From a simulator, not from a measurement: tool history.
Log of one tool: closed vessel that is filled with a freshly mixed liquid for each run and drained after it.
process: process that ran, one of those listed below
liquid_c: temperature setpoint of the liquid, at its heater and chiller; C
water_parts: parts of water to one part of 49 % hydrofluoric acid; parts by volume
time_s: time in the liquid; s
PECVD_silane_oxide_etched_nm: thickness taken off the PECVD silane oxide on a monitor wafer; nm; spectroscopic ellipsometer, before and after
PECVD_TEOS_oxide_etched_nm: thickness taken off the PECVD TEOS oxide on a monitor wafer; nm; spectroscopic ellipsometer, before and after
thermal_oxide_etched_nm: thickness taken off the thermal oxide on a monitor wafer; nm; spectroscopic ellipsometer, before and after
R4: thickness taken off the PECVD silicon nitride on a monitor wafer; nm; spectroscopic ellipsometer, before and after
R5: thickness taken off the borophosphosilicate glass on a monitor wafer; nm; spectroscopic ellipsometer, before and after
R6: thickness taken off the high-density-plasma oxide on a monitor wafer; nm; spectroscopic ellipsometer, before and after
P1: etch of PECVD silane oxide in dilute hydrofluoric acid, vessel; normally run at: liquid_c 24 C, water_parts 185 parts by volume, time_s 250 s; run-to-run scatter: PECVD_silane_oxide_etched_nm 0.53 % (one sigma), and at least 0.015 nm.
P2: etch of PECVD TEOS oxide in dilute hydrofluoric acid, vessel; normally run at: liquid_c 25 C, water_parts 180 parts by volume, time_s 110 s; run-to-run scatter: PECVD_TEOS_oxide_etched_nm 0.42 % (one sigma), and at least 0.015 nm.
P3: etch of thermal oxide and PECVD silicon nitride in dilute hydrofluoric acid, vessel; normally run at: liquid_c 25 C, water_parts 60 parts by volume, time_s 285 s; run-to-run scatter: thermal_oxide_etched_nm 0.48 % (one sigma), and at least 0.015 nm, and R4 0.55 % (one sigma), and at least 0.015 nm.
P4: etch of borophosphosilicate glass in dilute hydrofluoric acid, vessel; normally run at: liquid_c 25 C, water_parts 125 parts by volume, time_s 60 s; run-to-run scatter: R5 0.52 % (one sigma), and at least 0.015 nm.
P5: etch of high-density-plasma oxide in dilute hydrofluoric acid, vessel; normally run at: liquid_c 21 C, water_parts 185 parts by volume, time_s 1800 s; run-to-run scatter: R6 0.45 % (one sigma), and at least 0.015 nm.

{"run": 1, "hour": 6.2, "process": "P1", "liquid_c": 24, "water_parts": 185, "time_s": 250, "PECVD_silane_oxide_etched_nm": 21.847}
{"run": 2, "hour": 11.6, "process": "P2", "liquid_c": 25, "water_parts": 180, "time_s": 110, "PECVD_TEOS_oxide_etched_nm": 9.6678}
{"run": 3, "hour": 20.9, "process": "P3", "liquid_c": 25, "water_parts": 60, "time_s": 125, "thermal_oxide_etched_nm": 11.022, "R4": 8.1599}
{"run": 4, "hour": 26.8, "process": "P4", "liquid_c": 18.5, "water_parts": 125, "time_s": 60, "R5": 32.157}
{"run": 5, "hour": 36.1, "process": "P4", "liquid_c": 25, "water_parts": 215, "time_s": 60, "R5": 21.772}
{"run": 6, "hour": 45.5, "process": "P1", "liquid_c": 24, "water_parts": 185, "time_s": 435, "PECVD_silane_oxide_etched_nm": 37.892}
{"run": 7, "hour": 54.8, "process": "P2", "liquid_c": 25, "water_parts": 180, "time_s": 30, "PECVD_TEOS_oxide_etched_nm": 2.6487}
{"run": 8, "hour": 62.9, "process": "P1", "liquid_c": 24, "water_parts": 265, "time_s": 250, "PECVD_silane_oxide_etched_nm": 13.976}
{"run": 9, "hour": 72.2, "process": "P1", "liquid_c": 24, "water_parts": 185, "time_s": 250, "PECVD_silane_oxide_etched_nm": 21.818}
{"run": 10, "hour": 80.7, "process": "P5", "liquid_c": 21, "water_parts": 185, "time_s": 2825, "R6": 68.389}
{"run": 11, "hour": 89.6, "process": "P1", "liquid_c": 24, "water_parts": 115, "time_s": 250, "PECVD_silane_oxide_etched_nm": 38.071}
{"run": 12, "hour": 99.4, "process": "P1", "liquid_c": 24, "water_parts": 185, "time_s": 60, "PECVD_silane_oxide_etched_nm": 5.204}
{"run": 13, "hour": 104.9, "process": "P1", "liquid_c": 24, "water_parts": 250, "time_s": 370, "PECVD_silane_oxide_etched_nm": 22.34}
{"run": 14, "hour": 114.6, "process": "P4", "liquid_c": 25, "water_parts": 125, "time_s": 30, "R5": 20.858}
{"run": 15, "hour": 120.2, "process": "P5", "liquid_c": 21, "water_parts": 185, "time_s": 1800, "R6": 43.66}
{"run": 16, "hour": 124.7, "process": "P4", "liquid_c": 25, "water_parts": 125, "time_s": 60, "R5": 41.752}
{"run": 17, "hour": 134.8, "process": "P1", "liquid_c": 24, "water_parts": 185, "time_s": 250, "PECVD_silane_oxide_etched_nm": 21.587}
{"run": 18, "hour": 144.7, "process": "P5", "liquid_c": 27, "water_parts": 185, "time_s": 1800, "R6": 54.812}
{"run": 19, "hour": 153.8, "process": "P3", "liquid_c": 25, "water_parts": 30, "time_s": 285, "thermal_oxide_etched_nm": 52.703, "R4": 37.035}
{"run": 20, "hour": 163.1, "process": "P4", "liquid_c": 25, "water_parts": 125, "time_s": 60, "R5": 41.682}
{"run": 21, "hour": 172.4, "process": "P1", "liquid_c": 31, "water_parts": 185, "time_s": 250, "PECVD_silane_oxide_etched_nm": 28.058}
{"run": 22, "hour": 177.8, "process": "P5", "liquid_c": 21, "water_parts": 265, "time_s": 1800, "R6": 28.017}
{"run": 23, "hour": 183.7, "process": "P3", "liquid_c": 25, "water_parts": 60, "time_s": 285, "thermal_oxide_etched_nm": 25.33, "R4": 18.689}
{"run": 24, "hour": 191.6, "process": "P3", "liquid_c": 25, "water_parts": 60, "time_s": 285, "thermal_oxide_etched_nm": 25.175, "R4": 18.59}
{"run": 25, "hour": 197.5, "process": "P1", "liquid_c": 24, "water_parts": 185, "time_s": 250, "PECVD_silane_oxide_etched_nm": 22.037}
{"run": 26, "hour": 204.4, "process": "P1", "liquid_c": 24, "water_parts": 185, "time_s": 250, "PECVD_silane_oxide_etched_nm": 21.937}
{"run": 27, "hour": 210.3, "process": "P2", "liquid_c": 25, "water_parts": 320, "time_s": 110, "PECVD_TEOS_oxide_etched_nm": 4.7069}
{"run": 28, "hour": 216.9, "process": "P5", "liquid_c": 21, "water_parts": 185, "time_s": 1800, "R6": 43.468}
{"run": 29, "hour": 226.3, "process": "P1", "liquid_c": 17, "water_parts": 185, "time_s": 250, "PECVD_silane_oxide_etched_nm": 16.702}
{"run": 30, "hour": 232.9, "process": "P1", "liquid_c": 30, "water_parts": 185, "time_s": 30, "PECVD_silane_oxide_etched_nm": 3.255}
{"run": 31, "hour": 238.8, "process": "P3", "liquid_c": 30.5, "water_parts": 60, "time_s": 285, "thermal_oxide_etched_nm": 31.361, "R4": 26.787}
{"run": 32, "hour": 246.4, "process": "P2", "liquid_c": 17, "water_parts": 180, "time_s": 110, "PECVD_TEOS_oxide_etched_nm": 7.0572}
{"run": 33, "hour": 255.6, "process": "P1", "liquid_c": 24, "water_parts": 185, "time_s": 250, "PECVD_silane_oxide_etched_nm": 22.047}
{"run": 34, "hour": 265.1, "process": "P1", "liquid_c": 24, "water_parts": 185, "time_s": 250, "PECVD_silane_oxide_etched_nm": 22.449}
{"run": 35, "hour": 273.0, "process": "P1", "liquid_c": 24, "water_parts": 185, "time_s": 250, "PECVD_silane_oxide_etched_nm": 22.952}
{"run": 36, "hour": 278.1, "process": "P1", "liquid_c": 24, "water_parts": 185, "time_s": 250, "PECVD_silane_oxide_etched_nm": 22.82}
{"run": 37, "hour": 286.4, "process": "P1", "liquid_c": 24, "water_parts": 185, "time_s": 250, "PECVD_silane_oxide_etched_nm": 23.055}
{"run": 38, "hour": 295.3, "process": "P1", "liquid_c": 24, "water_parts": 185, "time_s": 250, "PECVD_silane_oxide_etched_nm": 23.101}
{"run": 39, "hour": 302.0, "process": "P1", "liquid_c": 24, "water_parts": 185, "time_s": 250, "PECVD_silane_oxide_etched_nm": 23.342}
{"run": 40, "hour": 310.3, "process": "P1", "liquid_c": 24, "water_parts": 185, "time_s": 250, "PECVD_silane_oxide_etched_nm": 23.405}
{"run": 41, "hour": 314.8, "process": "P1", "liquid_c": 24, "water_parts": 185, "time_s": 250, "PECVD_silane_oxide_etched_nm": 23.32}
{"run": 42, "hour": 321.1, "process": "P1", "liquid_c": 24, "water_parts": 185, "time_s": 250, "PECVD_silane_oxide_etched_nm": 23.26}

What P1 gives has crept away from where it was. These 2 causes fit the log equally well, each at the size given:
A: liquid hotter than its thermometer reads (K) = 1.75
B: hydrofluoric acid flow above the setpoint (%) = 5.54
The creep began at about hour 255.6.

4 check runs are offered, one wafer each, their results left as question marks. Which one tells the causes apart?
{"run": "check 1", "hour": 327.4, "process": "P3", "liquid_c": 25, "water_parts": 60, "time_s": 285, "thermal_oxide_etched_nm": "?", "R4": "?"}
{"run": "check 2", "hour": 327.4, "process": "P2", "liquid_c": 25, "water_parts": 180, "time_s": 110, "PECVD_TEOS_oxide_etched_nm": "?"}
{"run": "check 3", "hour": 327.4, "process": "P4", "liquid_c": 25, "water_parts": 125, "time_s": 60, "R5": "?"}
{"run": "check 4", "hour": 327.4, "process": "P5", "liquid_c": 21, "water_parts": 185, "time_s": 1800, "R6": "?"}

What each check would give under each cause:
check=check_1 result=thermal_oxide_etched_nm if_A=27.102 if_B=26.773
check=check_1 result=R4 if_A=21.004 if_B=19.726
check=check_2 result=PECVD_TEOS_oxide_etched_nm if_A=10.332 if_B=10.336
check=check_3 result=R5 if_A=44.804 if_B=44.581
check=check_4 result=R6 if_A=46.532 if_B=46.395
How far apart the two closest causes lie, in the result that separates them most: check 1 6.28 %; check 2 0.04 %; check 3 0.5 %; check 4 0.29 %
Check 1 tells the causes apart: in the others they would give nearly the same result.

Check 1 was then run and gave: thermal_oxide_etched_nm 26.738 nm; R4 19.729 nm. Which cause is it?

It is B: hydrofluoric acid flow above the setpoint (%).

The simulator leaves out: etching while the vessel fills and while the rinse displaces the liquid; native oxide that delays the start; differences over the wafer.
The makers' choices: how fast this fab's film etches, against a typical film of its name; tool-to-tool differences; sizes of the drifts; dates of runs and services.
